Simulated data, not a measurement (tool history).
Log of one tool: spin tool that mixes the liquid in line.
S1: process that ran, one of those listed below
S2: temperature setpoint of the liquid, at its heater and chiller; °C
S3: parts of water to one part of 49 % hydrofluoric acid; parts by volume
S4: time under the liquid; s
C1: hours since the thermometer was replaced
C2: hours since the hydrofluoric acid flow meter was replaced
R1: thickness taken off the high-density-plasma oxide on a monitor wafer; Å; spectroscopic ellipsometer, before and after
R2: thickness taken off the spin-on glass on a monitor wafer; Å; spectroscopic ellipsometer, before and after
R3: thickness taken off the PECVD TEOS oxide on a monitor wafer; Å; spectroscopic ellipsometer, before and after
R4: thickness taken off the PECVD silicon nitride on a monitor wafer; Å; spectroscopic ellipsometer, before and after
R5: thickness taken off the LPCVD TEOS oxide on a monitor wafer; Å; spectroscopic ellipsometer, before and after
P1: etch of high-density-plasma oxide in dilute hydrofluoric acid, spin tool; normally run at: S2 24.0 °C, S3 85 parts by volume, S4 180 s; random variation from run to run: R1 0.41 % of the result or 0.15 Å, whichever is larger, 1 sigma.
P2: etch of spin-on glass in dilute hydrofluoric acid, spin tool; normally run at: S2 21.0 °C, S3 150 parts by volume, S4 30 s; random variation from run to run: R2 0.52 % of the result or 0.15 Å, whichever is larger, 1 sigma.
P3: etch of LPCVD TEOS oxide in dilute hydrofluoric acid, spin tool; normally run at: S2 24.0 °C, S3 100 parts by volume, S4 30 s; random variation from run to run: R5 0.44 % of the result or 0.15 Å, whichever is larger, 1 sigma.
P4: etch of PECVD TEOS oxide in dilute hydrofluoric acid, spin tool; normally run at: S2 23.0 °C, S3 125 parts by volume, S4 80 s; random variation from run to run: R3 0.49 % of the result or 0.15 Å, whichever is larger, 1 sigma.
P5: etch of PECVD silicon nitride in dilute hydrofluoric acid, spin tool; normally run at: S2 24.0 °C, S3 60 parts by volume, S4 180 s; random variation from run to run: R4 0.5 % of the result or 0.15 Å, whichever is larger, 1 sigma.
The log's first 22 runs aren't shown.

run,hour,S1,S2,S3,S4,C1,C2,R1,R2,R3,R4,R5
23,313.6,P2,21.0,150,30,254.6,441.4,,55.855,,,
24,329.7,P5,31.5,60,180,270.7,457.5,,,,177.180,
25,344.1,P1,24.0,55,180,285.1,471.9,203.620,,,,
26,355.2,P5,24.0,60,85,296.2,483.0,,,,51.545,
27,371.0,P5,24.0,60,180,312.0,498.8,,,,109.030,
28,385.9,P1,28.5,35,180,326.9,513.7,397.850,,,,
29,399.9,P2,21.0,150,30,340.9,527.7,,55.969,,,
30,415.7,P1,24.0,125,180,356.7,543.5,82.533,,,,
31,428.6,P4,23.0,125,80,369.6,556.4,,,50.574,,
32,445.6,P3,24.0,100,30,386.6,573.4,,,,,69.147
33,462.8,P3,31.0,100,30,403.8,590.6,,,,,90.016
34,480.2,P1,24.0,85,180,421.2,608.0,127.320,,,,
35,490.6,P1,24.0,85,180,431.6,618.4,124.230,,,,
36,507.6,P1,24.0,85,180,448.6,635.4,120.420,,,,
37,520.2,P1,24.0,85,180,461.2,648.0,119.410,,,,
38,536.7,P1,24.0,85,180,477.7,664.5,118.720,,,,
39,545.3,P1,24.0,85,180,486.3,673.1,118.030,,,,
40,559.0,P1,24.0,85,180,500.0,686.8,117.150,,,,

The next listed run, before its measurement:
41,572.7,P1,24.0,85,180,513.7,700.5,?,,,,

{"run 41": {"R1": 117.03}}

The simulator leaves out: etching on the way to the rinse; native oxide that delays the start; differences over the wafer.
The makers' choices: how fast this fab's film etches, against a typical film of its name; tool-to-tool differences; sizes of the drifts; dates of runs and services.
